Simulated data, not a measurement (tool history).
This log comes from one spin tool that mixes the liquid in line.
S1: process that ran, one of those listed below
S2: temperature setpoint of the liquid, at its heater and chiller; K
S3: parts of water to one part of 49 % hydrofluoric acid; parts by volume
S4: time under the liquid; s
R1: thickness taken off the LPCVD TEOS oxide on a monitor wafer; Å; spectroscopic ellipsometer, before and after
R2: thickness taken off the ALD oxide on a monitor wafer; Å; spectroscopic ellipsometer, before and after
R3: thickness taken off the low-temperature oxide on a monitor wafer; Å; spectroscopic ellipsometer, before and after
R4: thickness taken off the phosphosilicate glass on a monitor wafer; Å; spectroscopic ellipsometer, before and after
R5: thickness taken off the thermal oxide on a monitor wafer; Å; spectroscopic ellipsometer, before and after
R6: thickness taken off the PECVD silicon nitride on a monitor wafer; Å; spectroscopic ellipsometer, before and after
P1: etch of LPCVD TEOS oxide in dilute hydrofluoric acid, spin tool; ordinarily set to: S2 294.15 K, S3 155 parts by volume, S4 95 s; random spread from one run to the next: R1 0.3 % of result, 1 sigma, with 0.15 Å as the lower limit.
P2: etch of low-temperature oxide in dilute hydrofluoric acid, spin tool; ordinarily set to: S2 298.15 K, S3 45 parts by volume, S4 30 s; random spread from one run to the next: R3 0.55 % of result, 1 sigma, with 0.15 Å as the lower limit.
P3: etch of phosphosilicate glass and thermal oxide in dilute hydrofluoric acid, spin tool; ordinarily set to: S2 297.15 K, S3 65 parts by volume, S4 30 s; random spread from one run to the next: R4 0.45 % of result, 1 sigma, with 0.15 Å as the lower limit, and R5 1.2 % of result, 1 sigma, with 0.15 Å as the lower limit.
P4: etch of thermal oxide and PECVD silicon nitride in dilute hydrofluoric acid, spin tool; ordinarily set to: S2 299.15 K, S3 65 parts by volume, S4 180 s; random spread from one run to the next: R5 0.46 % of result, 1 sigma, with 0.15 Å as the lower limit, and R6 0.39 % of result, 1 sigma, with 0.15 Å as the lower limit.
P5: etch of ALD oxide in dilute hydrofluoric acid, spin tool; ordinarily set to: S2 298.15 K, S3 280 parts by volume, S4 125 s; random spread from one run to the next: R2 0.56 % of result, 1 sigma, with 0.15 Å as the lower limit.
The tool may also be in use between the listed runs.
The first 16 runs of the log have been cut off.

{"run": 17, "hour": 207.7, "S1": "P3", "S2": 297.15, "S3": 65, "S4": 15, "R4": 313.35, "R5": 11.327}
{"run": 18, "hour": 217.3, "S1": "P4", "S2": 299.15, "S3": 20, "S4": 180, "R5": 500.32, "R6": 257.42}
{"run": 19, "hour": 232.1, "S1": "P5", "S2": 298.15, "S3": 150, "S4": 125, "R2": 143.54}
{"run": 20, "hour": 241.5, "S1": "P4", "S2": 299.15, "S3": 65, "S4": 180, "R5": 147.64, "R6": 82.269}
{"run": 21, "hour": 250.9, "S1": "P1", "S2": 294.15, "S3": 245, "S4": 95, "R1": 99.039}
{"run": 22, "hour": 268.7, "S1": "P4", "S2": 307.15, "S3": 65, "S4": 180, "R5": 198.42, "R6": 136.2}
{"run": 23, "hour": 287.7, "S1": "P1", "S2": 300.65, "S3": 80, "S4": 95, "R1": 470.41}
{"run": 24, "hour": 299.1, "S1": "P3", "S2": 297.15, "S3": 65, "S4": 30, "R4": 624.62, "R5": 22.982}
{"run": 25, "hour": 308.4, "S1": "P1", "S2": 302.15, "S3": 155, "S4": 95, "R1": 230.99}
{"run": 26, "hour": 323.0, "S1": "P1", "S2": 290.15, "S3": 155, "S4": 45, "R1": 69.022}
{"run": 27, "hour": 331.8, "S1": "P4", "S2": 299.15, "S3": 65, "S4": 15, "R5": 12.175, "R6": 6.5616}

For run 28, what comes out?
{"run": 28, "hour": 347.5, "S1": "P1", "S2": 294.15, "S3": 155, "S4": 95, "R1": "?"}

R1: 173 Å
